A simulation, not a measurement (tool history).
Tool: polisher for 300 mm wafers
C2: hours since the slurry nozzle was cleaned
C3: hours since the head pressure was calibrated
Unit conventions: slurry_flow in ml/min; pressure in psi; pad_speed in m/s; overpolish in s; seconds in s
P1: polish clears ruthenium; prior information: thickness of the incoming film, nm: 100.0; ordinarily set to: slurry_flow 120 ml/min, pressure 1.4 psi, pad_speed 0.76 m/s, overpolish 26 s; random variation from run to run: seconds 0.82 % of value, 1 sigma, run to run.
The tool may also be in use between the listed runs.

run 1 day=0.288 | slurry_flow=120 pressure=1.4 pad_speed=0.76 overpolish=26 | wafers_polished_on_this_pad=333 C2=189.2 C3=255.4 | seconds=170.20
run 2 day=0.462 | slurry_flow=120 pressure=1.4 pad_speed=0.76 overpolish=26 | wafers_polished_on_this_pad=353 C2=193.4 C3=259.6 | seconds=169.52
run 3 day=0.696 | slurry_flow=120 pressure=1.4 pad_speed=0.76 overpolish=26 | wafers_polished_on_this_pad=379 C2=199.0 C3=265.2 | seconds=169.65
run 4 day=1.046 | slurry_flow=120 pressure=1.4 pad_speed=0.44 overpolish=26 | wafers_polished_on_this_pad=419 C2=207.4 C3=273.6 | seconds=295.40
run 5 day=1.383 | slurry_flow=120 pressure=1.4 pad_speed=1.18 overpolish=26 | wafers_polished_on_this_pad=457 C2=215.5 C3=281.7 | seconds=109.17
run 6 day=1.575 | slurry_flow=70 pressure=1.4 pad_speed=0.76 overpolish=26 | wafers_polished_on_this_pad=479 C2=220.1 C3=286.3 | seconds=197.92
run 7 day=1.862 | slurry_flow=120 pressure=0.6 pad_speed=0.76 overpolish=26 | wafers_polished_on_this_pad=511 C2=227.0 C3=293.2 | seconds=399.70
run 8 day=2.208 | slurry_flow=70 pressure=0.7 pad_speed=0.76 overpolish=26 | wafers_polished_on_this_pad=550 C2=235.3 C3=301.5 | seconds=394.72
run 9 day=2.458 | slurry_flow=170 pressure=1.4 pad_speed=0.76 overpolish=26 | wafers_polished_on_this_pad=578 C2=241.3 C3=307.5 | seconds=161.27
run 10 day=2.721 | slurry_flow=120 pressure=1.4 pad_speed=0.76 overpolish=8 | wafers_polished_on_this_pad=608 C2=247.6 C3=313.8 | seconds=168.68
run 11 day=2.938 | slurry_flow=120 pressure=1.4 pad_speed=0.76 overpolish=26 | wafers_polished_on_this_pad=632 C2=252.8 C3=319.0 | seconds=170.37
run 12 day=3.250 | slurry_flow=120 pressure=2.1 pad_speed=0.76 overpolish=26 | wafers_polished_on_this_pad=667 C2=260.3 C3=326.5 | seconds=113.42
run 13 day=3.504 | slurry_flow=120 pressure=1.4 pad_speed=0.76 overpolish=49 | wafers_polished_on_this_pad=696 C2=266.4 C3=332.6 | seconds=168.75
run 14 day=3.838 | slurry_flow=165 pressure=1.4 pad_speed=1.16 overpolish=26 | wafers_polished_on_this_pad=734 C2=274.4 C3=340.6 | seconds=104.83
run 15 day=4.038 | slurry_flow=120 pressure=1.4 pad_speed=0.76 overpolish=26 | wafers_polished_on_this_pad=756 C2=279.2 C3=345.4 | seconds=170.45
run 16 day=4.312 | slurry_flow=120 pressure=1.4 pad_speed=0.76 overpolish=26 | wafers_polished_on_this_pad=787 C2=285.8 C3=352.0 | seconds=176.52
run 17 day=4.529 | slurry_flow=120 pressure=1.4 pad_speed=0.76 overpolish=26 | wafers_polished_on_this_pad=812 C2=291.0 C3=357.2 | seconds=184.15
run 18 day=4.800 | slurry_flow=120 pressure=1.4 pad_speed=0.76 overpolish=26 | wafers_polished_on_this_pad=842 C2=297.5 C3=363.7 | seconds=183.60
run 19 day=5.054 | slurry_flow=120 pressure=1.4 pad_speed=0.76 overpolish=26 | wafers_polished_on_this_pad=871 C2=303.6 C3=369.8 | seconds=187.87

The next listed run, before its measurement:
-- day=5.171 head pressure recalibrated
run 20 day=5.346 | slurry_flow=120 pressure=1.4 pad_speed=0.76 overpolish=26 | wafers_polished_on_this_pad=904 C2=310.6 C3=4.2 | seconds=?

seconds: 190.90 s

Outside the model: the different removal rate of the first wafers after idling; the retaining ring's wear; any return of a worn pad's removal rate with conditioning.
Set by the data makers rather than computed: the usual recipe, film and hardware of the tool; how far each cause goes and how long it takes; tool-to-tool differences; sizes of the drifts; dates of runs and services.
